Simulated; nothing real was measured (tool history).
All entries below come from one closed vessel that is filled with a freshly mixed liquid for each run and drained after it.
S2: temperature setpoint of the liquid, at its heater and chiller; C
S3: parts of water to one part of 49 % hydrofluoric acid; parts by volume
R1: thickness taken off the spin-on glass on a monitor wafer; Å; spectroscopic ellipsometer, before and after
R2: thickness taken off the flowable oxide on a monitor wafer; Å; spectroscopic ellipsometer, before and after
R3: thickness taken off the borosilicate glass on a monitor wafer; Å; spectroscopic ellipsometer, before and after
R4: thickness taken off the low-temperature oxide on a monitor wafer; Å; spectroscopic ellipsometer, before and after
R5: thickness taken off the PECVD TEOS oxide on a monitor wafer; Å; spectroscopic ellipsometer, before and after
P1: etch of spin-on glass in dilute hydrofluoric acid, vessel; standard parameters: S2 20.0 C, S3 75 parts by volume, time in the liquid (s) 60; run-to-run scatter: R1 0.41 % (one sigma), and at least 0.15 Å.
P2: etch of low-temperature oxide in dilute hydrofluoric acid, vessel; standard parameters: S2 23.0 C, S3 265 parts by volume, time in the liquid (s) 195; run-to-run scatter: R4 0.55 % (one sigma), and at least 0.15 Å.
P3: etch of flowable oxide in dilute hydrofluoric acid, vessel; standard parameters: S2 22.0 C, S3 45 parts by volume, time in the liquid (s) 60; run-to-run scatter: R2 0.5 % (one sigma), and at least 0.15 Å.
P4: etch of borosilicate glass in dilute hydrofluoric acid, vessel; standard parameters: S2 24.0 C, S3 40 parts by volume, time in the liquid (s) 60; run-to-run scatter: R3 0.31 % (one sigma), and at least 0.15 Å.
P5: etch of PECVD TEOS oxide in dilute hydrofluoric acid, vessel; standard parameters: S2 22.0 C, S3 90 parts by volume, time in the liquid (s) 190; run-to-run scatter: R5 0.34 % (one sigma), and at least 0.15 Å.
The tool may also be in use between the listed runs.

{"run": 1, "hour": 1.9, "process that ran": "P1", "S2": 20.0, "S3": 75, "time in the liquid (s)": 60, "R1": 197.47}
{"run": 2, "hour": 4.7, "process that ran": "P3", "S2": 22.0, "S3": 65, "time in the liquid (s)": 60, "R2": 431.27}
{"run": 3, "hour": 8.0, "process that ran": "P4", "S2": 24.0, "S3": 40, "time in the liquid (s)": 115, "R3": 941.15}
{"run": 4, "hour": 10.0, "process that ran": "P1", "S2": 20.0, "S3": 120, "time in the liquid (s)": 60, "R1": 116.65}
{"run": 5, "hour": 12.8, "process that ran": "P1", "S2": 20.0, "S3": 75, "time in the liquid (s)": 60, "R1": 195.17}
{"hour": 12.9, "done": "thermometer replaced"}
{"run": 6, "hour": 16.3, "process that ran": "P3", "S2": 22.0, "S3": 45, "time in the liquid (s)": 30, "R2": 320.58}
{"run": 7, "hour": 20.1, "process that ran": "P4", "S2": 24.0, "S3": 40, "time in the liquid (s)": 60, "R3": 492.05}
{"run": 8, "hour": 24.3, "process that ran": "P1", "S2": 24.5, "S3": 75, "time in the liquid (s)": 30, "R1": 119.31}
{"run": 9, "hour": 28.3, "process that ran": "P1", "S2": 20.0, "S3": 75, "time in the liquid (s)": 30, "R1": 99.437}
{"run": 10, "hour": 31.1, "process that ran": "P2", "S2": 27.5, "S3": 265, "time in the liquid (s)": 195, "R4": 185.78}
{"run": 11, "hour": 35.3, "process that ran": "P2", "S2": 23.0, "S3": 265, "time in the liquid (s)": 30, "R4": 24.427}
{"run": 12, "hour": 38.3, "process that ran": "P1", "S2": 20.0, "S3": 75, "time in the liquid (s)": 105, "R1": 346.02}
{"run": 13, "hour": 41.2, "process that ran": "P5", "S2": 22.0, "S3": 90, "time in the liquid (s)": 190, "R5": 230.89}
{"run": 14, "hour": 43.2, "process that ran": "P4", "S2": 17.0, "S3": 40, "time in the liquid (s)": 60, "R3": 366.25}
{"run": 15, "hour": 46.6, "process that ran": "P3", "S2": 29.0, "S3": 45, "time in the liquid (s)": 60, "R2": 858.54}
{"run": 16, "hour": 50.3, "process that ran": "P2", "S2": 23.0, "S3": 265, "time in the liquid (s)": 195, "R4": 160.2}
{"run": 17, "hour": 53.4, "process that ran": "P1", "S2": 20.0, "S3": 20, "time in the liquid (s)": 60, "R1": 786.92}
{"run": 18, "hour": 57.7, "process that ran": "P5", "S2": 29.0, "S3": 90, "time in the liquid (s)": 190, "R5": 302.06}
{"run": 19, "hour": 61.7, "process that ran": "P2", "S2": 23.0, "S3": 475, "time in the liquid (s)": 195, "R4": 73.667}
{"run": 20, "hour": 64.2, "process that ran": "P3", "S2": 22.0, "S3": 45, "time in the liquid (s)": 60, "R2": 642.37}
{"run": 21, "hour": 68.2, "process that ran": "P4", "S2": 24.0, "S3": 70, "time in the liquid (s)": 60, "R3": 270.27}
{"run": 22, "hour": 71.6, "process that ran": "P5", "S2": 22.0, "S3": 50, "time in the liquid (s)": 190, "R5": 437.71}
{"run": 23, "hour": 75.5, "process that ran": "P2", "S2": 23.0, "S3": 265, "time in the liquid (s)": 195, "R4": 161.39}
{"run": 24, "hour": 79.1, "process that ran": "P5", "S2": 22.0, "S3": 90, "time in the liquid (s)": 190, "R5": 230.59}
{"run": 25, "hour": 82.6, "process that ran": "P5", "S2": 22.0, "S3": 90, "time in the liquid (s)": 60, "R5": 72.361}
{"run": 26, "hour": 85.8, "process that ran": "P1", "S2": 20.0, "S3": 75, "time in the liquid (s)": 60, "R1": 197.55}
{"run": 27, "hour": 87.9, "process that ran": "P1", "S2": 20.0, "S3": 75, "time in the liquid (s)": 60, "R1": 197.28}
{"run": 28, "hour": 91.7, "process that ran": "P1", "S2": 17.0, "S3": 75, "time in the liquid (s)": 60, "R1": 172.9}
{"run": 29, "hour": 93.7, "process that ran": "P1", "S2": 24.0, "S3": 75, "time in the liquid (s)": 60, "R1": 232.99}
{"run": 30, "hour": 97.9, "process that ran": "P3", "S2": 22.0, "S3": 45, "time in the liquid (s)": 60, "R2": 643.28}
{"run": 31, "hour": 100.7, "process that ran": "P1", "S2": 20.0, "S3": 75, "time in the liquid (s)": 60, "R1": 196.84}
{"run": 32, "hour": 103.0, "process that ran": "P1", "S2": 20.0, "S3": 75, "time in the liquid (s)": 60, "R1": 201.12}
{"run": 33, "hour": 106.7, "process that ran": "P1", "S2": 20.0, "S3": 75, "time in the liquid (s)": 60, "R1": 205.76}
{"run": 34, "hour": 108.7, "process that ran": "P1", "S2": 20.0, "S3": 75, "time in the liquid (s)": 60, "R1": 206.32}
{"run": 35, "hour": 111.9, "process that ran": "P1", "S2": 20.0, "S3": 75, "time in the liquid (s)": 60, "R1": 208.36}
{"run": 36, "hour": 115.6, "process that ran": "P1", "S2": 20.0, "S3": 75, "time in the liquid (s)": 60, "R1": 210.97}
{"run": 37, "hour": 119.6, "process that ran": "P1", "S2": 20.0, "S3": 75, "time in the liquid (s)": 60, "R1": 211.29}
{"run": 38, "hour": 121.5, "process that ran": "P1", "S2": 20.0, "S3": 75, "time in the liquid (s)": 60, "R1": 211.59}
{"run": 39, "hour": 124.5, "process that ran": "P1", "S2": 20.0, "S3": 75, "time in the liquid (s)": 60, "R1": 209.51}
{"run": 40, "hour": 126.4, "process that ran": "P1", "S2": 20.0, "S3": 75, "time in the liquid (s)": 60, "R1": 212.07}

The log shows P1 creeping away from where it was. Any of the 2 causes listed here, at the size stated for it, fits the log just as well as the others:
A: liquid hotter than its thermometer reads (K) = 1.7
B: hydrofluoric acid flow above the setpoint (%) = 6.69
At approximately hour 100.7, the process output began to creep.

Of the 4 check runs below, each run on 5 wafers with the results averaged and each result still a question mark, which one would tell the listed causes apart?
{"run": "check 1", "hour": 128.3, "process that ran": "P5", "S2": 22.0, "S3": 55, "time in the liquid (s)": 115, "R5": "?"}
{"run": "check 2", "hour": 128.3, "process that ran": "P2", "S2": 23.0, "S3": 445, "time in the liquid (s)": 45, "R4": "?"}
{"run": "check 3", "hour": 128.3, "process that ran": "P3", "S2": 22.0, "S3": 65, "time in the liquid (s)": 30, "R2": "?"}
{"run": "check 4", "hour": 128.3, "process that ran": "P4", "S2": 24.0, "S3": 70, "time in the liquid (s)": 115, "R3": "?"}

What every check run would give for each of its results, assuming each possible cause in turn:
check=check_1 result=R5 if_A=255.200 if_B=254.890
check=check_2 result=R4 if_A=19.719 if_B=20.401
check=check_3 result=R2 if_A=232.83 if_B=232.85
check=check_4 result=R3 if_A=553.60 if_B=554.74
Per check, the gap between the least separated pair of causes, taken in the result that splits them most: check 1 0.12 %; check 2 3.4 %; check 3 0.01 %; check 4 0.21 %
Of the check runs offered, only check 2 discriminates between the causes; the rest would read about the same regardless of which cause applies.

Check 2 was then run and gave: R4 19.544 Å. Which cause is it?

It was cause A: liquid hotter than its thermometer reads (K).
